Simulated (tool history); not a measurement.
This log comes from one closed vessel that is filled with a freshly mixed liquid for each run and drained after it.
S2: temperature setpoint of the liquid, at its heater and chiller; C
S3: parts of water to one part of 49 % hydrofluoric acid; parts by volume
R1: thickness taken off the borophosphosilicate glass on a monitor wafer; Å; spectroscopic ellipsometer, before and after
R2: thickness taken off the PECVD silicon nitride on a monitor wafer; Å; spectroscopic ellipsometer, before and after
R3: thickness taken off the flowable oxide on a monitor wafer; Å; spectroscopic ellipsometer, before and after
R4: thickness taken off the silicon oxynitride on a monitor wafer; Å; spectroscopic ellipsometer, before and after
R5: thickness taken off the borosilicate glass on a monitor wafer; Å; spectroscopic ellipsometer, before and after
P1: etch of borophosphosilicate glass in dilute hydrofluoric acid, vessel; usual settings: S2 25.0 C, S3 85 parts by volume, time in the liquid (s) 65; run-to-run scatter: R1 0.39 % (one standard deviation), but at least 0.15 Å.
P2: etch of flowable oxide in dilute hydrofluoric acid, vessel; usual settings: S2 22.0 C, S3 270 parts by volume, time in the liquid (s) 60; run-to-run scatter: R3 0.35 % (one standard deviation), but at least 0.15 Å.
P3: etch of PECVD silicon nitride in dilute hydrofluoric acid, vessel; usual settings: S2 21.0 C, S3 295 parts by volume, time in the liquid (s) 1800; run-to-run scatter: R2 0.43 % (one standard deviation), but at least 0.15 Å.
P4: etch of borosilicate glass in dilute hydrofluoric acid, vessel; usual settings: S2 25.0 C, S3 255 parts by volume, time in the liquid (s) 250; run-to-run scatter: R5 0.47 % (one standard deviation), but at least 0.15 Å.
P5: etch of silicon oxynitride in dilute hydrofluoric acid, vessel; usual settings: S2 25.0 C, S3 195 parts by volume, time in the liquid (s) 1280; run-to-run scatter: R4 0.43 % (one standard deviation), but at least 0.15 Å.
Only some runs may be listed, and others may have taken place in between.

run 1 hour=15.8 | process_that_ran=P1 S2=25.0 S3=85 time_in_the_liquid_(s)=65 | R1=345.57
run 2 hour=32.5 | process_that_ran=P3 S2=21.0 S3=295 time_in_the_liquid_(s)=3110 | R2=298.76
run 3 hour=43.8 | process_that_ran=P1 S2=25.0 S3=85 time_in_the_liquid_(s)=65 | R1=347.85
run 4 hour=59.8 | process_that_ran=P2 S2=22.0 S3=270 time_in_the_liquid_(s)=60 | R3=101.17
run 5 hour=67.7 | process_that_ran=P1 S2=19.5 S3=85 time_in_the_liquid_(s)=65 | R1=277.79
run 6 hour=80.6 | process_that_ran=P5 S2=25.0 S3=195 time_in_the_liquid_(s)=1280 | R4=92.480
run 7 hour=91.8 | process_that_ran=P2 S2=22.0 S3=270 time_in_the_liquid_(s)=105 | R3=176.33
run 8 hour=103.5 | process_that_ran=P3 S2=21.0 S3=115 time_in_the_liquid_(s)=1800 | R2=434.74
run 9 hour=119.0 | process_that_ran=P2 S2=22.0 S3=120 time_in_the_liquid_(s)=60 | R3=266.74
run 10 hour=129.8 | process_that_ran=P5 S2=25.0 S3=195 time_in_the_liquid_(s)=65 | R4=4.409
run 11 hour=145.3 | process_that_ran=P3 S2=27.5 S3=295 time_in_the_liquid_(s)=1800 | R2=255.53
run 12 hour=155.3 | process_that_ran=P2 S2=30.0 S3=270 time_in_the_liquid_(s)=60 | R3=133.41
run 13 hour=165.0 | process_that_ran=P4 S2=25.0 S3=255 time_in_the_liquid_(s)=250 | R5=277.19
run 14 hour=180.5 | process_that_ran=P4 S2=25.0 S3=50 time_in_the_liquid_(s)=250 | R5=1796.90
run 15 hour=193.8 | process_that_ran=P1 S2=25.0 S3=85 time_in_the_liquid_(s)=125 | R1=668.11
-- hour=198.7 thermometer replaced
run 16 hour=203.8 | process_that_ran=P4 S2=25.0 S3=255 time_in_the_liquid_(s)=470 | R5=520.62
run 17 hour=215.4 | process_that_ran=P5 S2=25.0 S3=195 time_in_the_liquid_(s)=1280 | R4=92.116
run 18 hour=225.6 | process_that_ran=P1 S2=25.0 S3=85 time_in_the_liquid_(s)=30 | R1=160.16
run 19 hour=240.1 | process_that_ran=P1 S2=31.0 S3=85 time_in_the_liquid_(s)=65 | R1=435.34
run 20 hour=255.4 | process_that_ran=P5 S2=29.5 S3=195 time_in_the_liquid_(s)=1280 | R4=112.020
run 21 hour=268.9 | process_that_ran=P1 S2=21.0 S3=85 time_in_the_liquid_(s)=30 | R1=136.92
run 22 hour=277.7 | process_that_ran=P3 S2=21.0 S3=295 time_in_the_liquid_(s)=1800 | R2=171.73
run 23 hour=292.4 | process_that_ran=P1 S2=25.0 S3=130 time_in_the_liquid_(s)=65 | R1=213.18
run 24 hour=307.9 | process_that_ran=P1 S2=25.0 S3=35 time_in_the_liquid_(s)=65 | R1=898.93
run 25 hour=315.9 | process_that_ran=P5 S2=25.0 S3=330 time_in_the_liquid_(s)=1280 | R4=49.261
run 26 hour=326.7 | process_that_ran=P4 S2=32.0 S3=255 time_in_the_liquid_(s)=250 | R5=349.16
run 27 hour=334.9 | process_that_ran=P1 S2=25.0 S3=85 time_in_the_liquid_(s)=65 | R1=346.24
run 28 hour=351.1 | process_that_ran=P1 S2=25.0 S3=85 time_in_the_liquid_(s)=65 | R1=348.01
run 29 hour=361.6 | process_that_ran=P3 S2=21.0 S3=295 time_in_the_liquid_(s)=1800 | R2=172.34
run 30 hour=370.8 | process_that_ran=P1 S2=25.0 S3=85 time_in_the_liquid_(s)=65 | R1=346.87
run 31 hour=379.6 | process_that_ran=P1 S2=25.0 S3=85 time_in_the_liquid_(s)=65 | R1=336.96
run 32 hour=386.9 | process_that_ran=P1 S2=25.0 S3=85 time_in_the_liquid_(s)=65 | R1=331.89
run 33 hour=399.2 | process_that_ran=P1 S2=25.0 S3=85 time_in_the_liquid_(s)=65 | R1=328.45
run 34 hour=409.1 | process_that_ran=P1 S2=25.0 S3=85 time_in_the_liquid_(s)=65 | R1=323.29
run 35 hour=423.4 | process_that_ran=P1 S2=25.0 S3=85 time_in_the_liquid_(s)=65 | R1=321.94
run 36 hour=433.2 | process_that_ran=P1 S2=25.0 S3=85 time_in_the_liquid_(s)=65 | R1=322.08
run 37 hour=445.8 | process_that_ran=P1 S2=25.0 S3=85 time_in_the_liquid_(s)=65 | R1=320.99
run 38 hour=456.5 | process_that_ran=P1 S2=25.0 S3=85 time_in_the_liquid_(s)=65 | R1=320.64
run 39 hour=470.2 | process_that_ran=P1 S2=25.0 S3=85 time_in_the_liquid_(s)=65 | R1=317.15

What P1 gives has crept off from where it sat before. The 2 causes that follow fit the log equally well, each at the size noted:
A: liquid colder than its thermometer reads (K) = 2.06
B: hydrofluoric acid flow below the setpoint (%) = 7.13
The creep began at about hour 370.8.

Question marks stand in for the results of the 4 check runs listed below, each run on one wafer. Under which run would the listed causes show clearly different results?
run check 1 hour=483.9 | process_that_ran=P4 S2=30.0 S3=105 time_in_the_liquid_(s)=250 | R5=?
run check 2 hour=483.9 | process_that_ran=P5 S2=25.0 S3=310 time_in_the_liquid_(s)=1280 | R4=?
run check 3 hour=483.9 | process_that_ran=P2 S2=22.0 S3=160 time_in_the_liquid_(s)=105 | R3=?
run check 4 hour=483.9 | process_that_ran=P3 S2=21.0 S3=155 time_in_the_liquid_(s)=1800 | R2=?

Expected result of each check under each candidate cause:
check=check_1 result=R5 if_A=894.11 if_B=887.39
check=check_2 result=R4 if_A=48.907 if_B=48.738
check=check_3 result=R3 if_A=308.28 if_B=306.32
check=check_4 result=R2 if_A=281.94 if_B=300.91
How far apart the two closest causes lie, in the result that separates them most: check 1 0.75 %; check 2 0.35 %; check 3 0.64 %; check 4 6.51 %
Only check 4 tells the causes apart: in the others they would give nearly the same result.

The results of check 4 are: R2 300.82 Å. Based on these, which of the listed causes is it?

Of the candidate causes, it is B: hydrofluoric acid flow below the setpoint (%).
